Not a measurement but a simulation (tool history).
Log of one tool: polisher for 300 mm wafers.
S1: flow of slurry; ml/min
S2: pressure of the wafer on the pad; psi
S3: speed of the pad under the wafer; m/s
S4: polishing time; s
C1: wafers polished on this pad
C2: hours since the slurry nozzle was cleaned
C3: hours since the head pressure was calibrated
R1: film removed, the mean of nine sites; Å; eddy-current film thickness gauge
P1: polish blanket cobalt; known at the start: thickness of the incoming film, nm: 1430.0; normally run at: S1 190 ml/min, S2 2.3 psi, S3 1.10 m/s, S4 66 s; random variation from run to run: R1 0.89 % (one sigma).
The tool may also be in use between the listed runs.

Run 1, hour 6.5: S1 190 ml/min, S2 2.3 psi, S3 1.10 m/s, S4 66 s; C1 558; C2 104.8; C3 556.4. Result: R1 3625.9 Å.
Run 2, hour 12.1: S1 190 ml/min, S2 2.3 psi, S3 1.10 m/s, S4 66 s; C1 620; C2 110.4; C3 562.0. Result: R1 3515.8 Å.
Run 3, hour 18.7: S1 115 ml/min, S2 2.3 psi, S3 1.10 m/s, S4 66 s; C1 693; C2 117.0; C3 568.6. Result: R1 3257.7 Å.
Run 4, hour 23.8: S1 190 ml/min, S2 2.3 psi, S3 1.10 m/s, S4 35 s; C1 749; C2 122.1; C3 573.7. Result: R1 1874.7 Å.
Run 5, hour 29.2: S1 190 ml/min, S2 2.3 psi, S3 1.10 m/s, S4 66 s; C1 808; C2 127.5; C3 579.1. Result: R1 3576.7 Å.
Run 6, hour 34.9: S1 190 ml/min, S2 2.3 psi, S3 1.10 m/s, S4 105 s; C1 871; C2 133.2; C3 584.8. Result: R1 5590.5 Å.
Run 7, hour 41.3: S1 190 ml/min, S2 2.3 psi, S3 0.50 m/s, S4 66 s; C1 942; C2 139.6; C3 591.2. Result: R1 1626.1 Å.
Run 8, hour 46.0: S1 190 ml/min, S2 2.3 psi, S3 1.54 m/s, S4 66 s; C1 993; C2 144.3; C3 595.9. Result: R1 4934.7 Å.
Run 9, hour 52.6: S1 190 ml/min, S2 2.3 psi, S3 1.10 m/s, S4 66 s; C1 1066; C2 150.9; C3 602.5. Result: R1 3533.2 Å.
Run 10, hour 56.1: S1 285 ml/min, S2 2.3 psi, S3 1.10 m/s, S4 66 s; C1 1105; C2 154.4; C3 606.0. Result: R1 3728.3 Å.
Run 11, hour 59.5: S1 190 ml/min, S2 1.3 psi, S3 1.10 m/s, S4 66 s; C1 1142; C2 157.8; C3 609.4. Result: R1 2022.6 Å.
Run 12, hour 64.0: S1 190 ml/min, S2 2.3 psi, S3 1.10 m/s, S4 66 s; C1 1192; C2 162.3; C3 613.9. Result: R1 3532.1 Å.
Run 13, hour 68.2: S1 190 ml/min, S2 2.3 psi, S3 1.10 m/s, S4 66 s; C1 1238; C2 166.5; C3 618.1. Result: R1 3547.8 Å.
Run 14, hour 74.2: S1 190 ml/min, S2 3.4 psi, S3 1.10 m/s, S4 66 s; C1 1304; C2 172.5; C3 624.1. Result: R1 5233.6 Å.
Run 15, hour 79.3: S1 115 ml/min, S2 2.3 psi, S3 0.84 m/s, S4 66 s; C1 1360; C2 177.6; C3 629.2. Result: R1 2485.7 Å.
Run 16, hour 86.0: S1 190 ml/min, S2 2.3 psi, S3 1.10 m/s, S4 66 s; C1 1434; C2 184.3; C3 635.9. Result: R1 3547.7 Å.

Forecast run 17:
Run 17, hour 89.9: S1 190 ml/min, S2 2.3 psi, S3 1.10 m/s, S4 66 s; C1 1477; C2 188.2; C3 639.8. Result: R1 ?.

Run 17 gave R1 3497.2 Å.
